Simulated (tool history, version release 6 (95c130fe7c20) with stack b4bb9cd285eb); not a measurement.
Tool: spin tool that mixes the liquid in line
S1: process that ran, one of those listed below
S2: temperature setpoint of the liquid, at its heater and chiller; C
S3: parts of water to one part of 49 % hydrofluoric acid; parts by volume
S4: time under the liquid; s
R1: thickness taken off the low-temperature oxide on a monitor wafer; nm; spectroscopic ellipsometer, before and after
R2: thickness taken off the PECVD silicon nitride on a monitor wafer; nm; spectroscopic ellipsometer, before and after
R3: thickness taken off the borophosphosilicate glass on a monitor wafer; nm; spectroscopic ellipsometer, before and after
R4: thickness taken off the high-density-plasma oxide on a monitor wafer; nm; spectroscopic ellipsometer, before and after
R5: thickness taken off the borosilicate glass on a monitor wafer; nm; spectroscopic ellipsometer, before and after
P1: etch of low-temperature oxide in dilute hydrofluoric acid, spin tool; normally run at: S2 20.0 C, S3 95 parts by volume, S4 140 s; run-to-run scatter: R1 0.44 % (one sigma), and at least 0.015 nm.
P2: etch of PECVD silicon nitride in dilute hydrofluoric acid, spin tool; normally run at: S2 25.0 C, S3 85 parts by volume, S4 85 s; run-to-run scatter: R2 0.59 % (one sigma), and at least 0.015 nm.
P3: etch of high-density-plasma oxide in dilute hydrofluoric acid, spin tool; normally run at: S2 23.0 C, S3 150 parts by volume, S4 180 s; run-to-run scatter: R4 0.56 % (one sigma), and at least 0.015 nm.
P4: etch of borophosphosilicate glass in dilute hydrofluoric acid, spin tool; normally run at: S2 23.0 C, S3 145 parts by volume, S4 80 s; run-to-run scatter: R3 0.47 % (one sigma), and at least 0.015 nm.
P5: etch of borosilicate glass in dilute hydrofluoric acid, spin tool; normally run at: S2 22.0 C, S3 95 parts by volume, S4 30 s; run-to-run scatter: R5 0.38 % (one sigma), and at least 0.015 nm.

run   hour  S1    S2   S3   S4        R1       R2      R3       R4       R5
  1    5.5  P1  20.0   95  140   44.6370
  2   10.3  P2  25.0   85  135             9.7732
  3   12.8  P4  23.0  145   80                     18.859
  4   15.6  P3  23.0  150  350                             12.3780
  5   19.8  P5  22.0   95   30                                       9.2196
  6   24.5  P5  22.0  175   30                                       4.6082
  7   29.6  P2  25.0   40   85            12.7980
  8   33.4  P1  27.5   95  140   60.0580
  9   39.0  P4  23.0   50   80                     60.698
      40.4  -- thermometer replaced
 10   43.0  P2  21.0   85   85             4.7096
 11   46.0  P1  23.5  135  140   34.3000
 12   49.3  P1  20.0   95  140   44.3020
 13   52.3  P1  20.0   95  140   44.4760
 14   55.8  P1  20.0   95   30    9.5681
 15   61.0  P4  18.5  145   80                     15.653
 16   66.1  P5  22.0   95   55                                      17.0480
 17   69.2  P2  25.0   85   85             6.0667
 18   74.1  P1  17.0   95  140   39.1920
 19   78.3  P3  27.0  150  180                              7.4728
 20   81.8  P5  17.0   95   30                                       7.5777
 21   87.3  P1  20.0   20  140  231.6600
 22   92.5  P1  20.0   95  140   44.4200
 23   96.4  P1  20.0   95  140   44.2110
 24  101.2  P4  23.0  145  120                     28.375
 25  106.4  P5  22.0   95   30                                       9.2657
 26  110.2  P3  23.0  250  180                              3.4972
 27  115.5  P1  20.0   95  280   88.4060
 28  120.5  P1  20.0   35  230  213.2100
 29  124.1  P3  23.0  150  180                              6.4471
 30  128.2  P1  20.0  140  140   28.7480
 31  131.9  P1  20.0   95  140   44.6170
 32  135.3  P1  20.0   95  140   46.2110
 33  138.8  P1  20.0   95  140   47.2840
 34  143.1  P1  20.0   95  140   48.6320
 35  147.1  P1  20.0   95  140   48.5600
 36  152.2  P1  20.0   95  140   48.9790
 37  157.0  P1  20.0   95  140   49.2690

What P1 gives has crept away from where it was. These 2 causes fit the log equally well, each at the size given:
A: hydrofluoric acid flow above the setpoint (%) = 9.37
B: liquid hotter than its thermometer reads (K) = 2.43
The creep began at about hour 131.9.

4 check runs are offered, one wafer each, their results left as question marks. Which one tells the causes apart?
check 1  161.8  P3  23.0  150  180               ?
check 2  161.8  P5  22.0   95   30                   ?
check 3  161.8  P2  25.0   85   85       ?
check 4  161.8  P4  23.0  145   80           ?

What each check would give under each cause:
  check  result     if A     if B
check 1      R4   7.1214   7.0411
check 2      R5  10.2320  10.2130
check 3      R2   6.6881   7.1726
check 4      R3   20.878   20.657
How far apart the two closest causes lie, in the result that separates them most: check 1 1.13 %; check 2 0.19 %; check 3 7 %; check 4 1.06 %
Only check 3 tells the causes apart: in the others they would give nearly the same result.

Then check 3 was run and gave: R2 7.1528 nm. Which cause is it?

It is B: liquid hotter than its thermometer reads (K).

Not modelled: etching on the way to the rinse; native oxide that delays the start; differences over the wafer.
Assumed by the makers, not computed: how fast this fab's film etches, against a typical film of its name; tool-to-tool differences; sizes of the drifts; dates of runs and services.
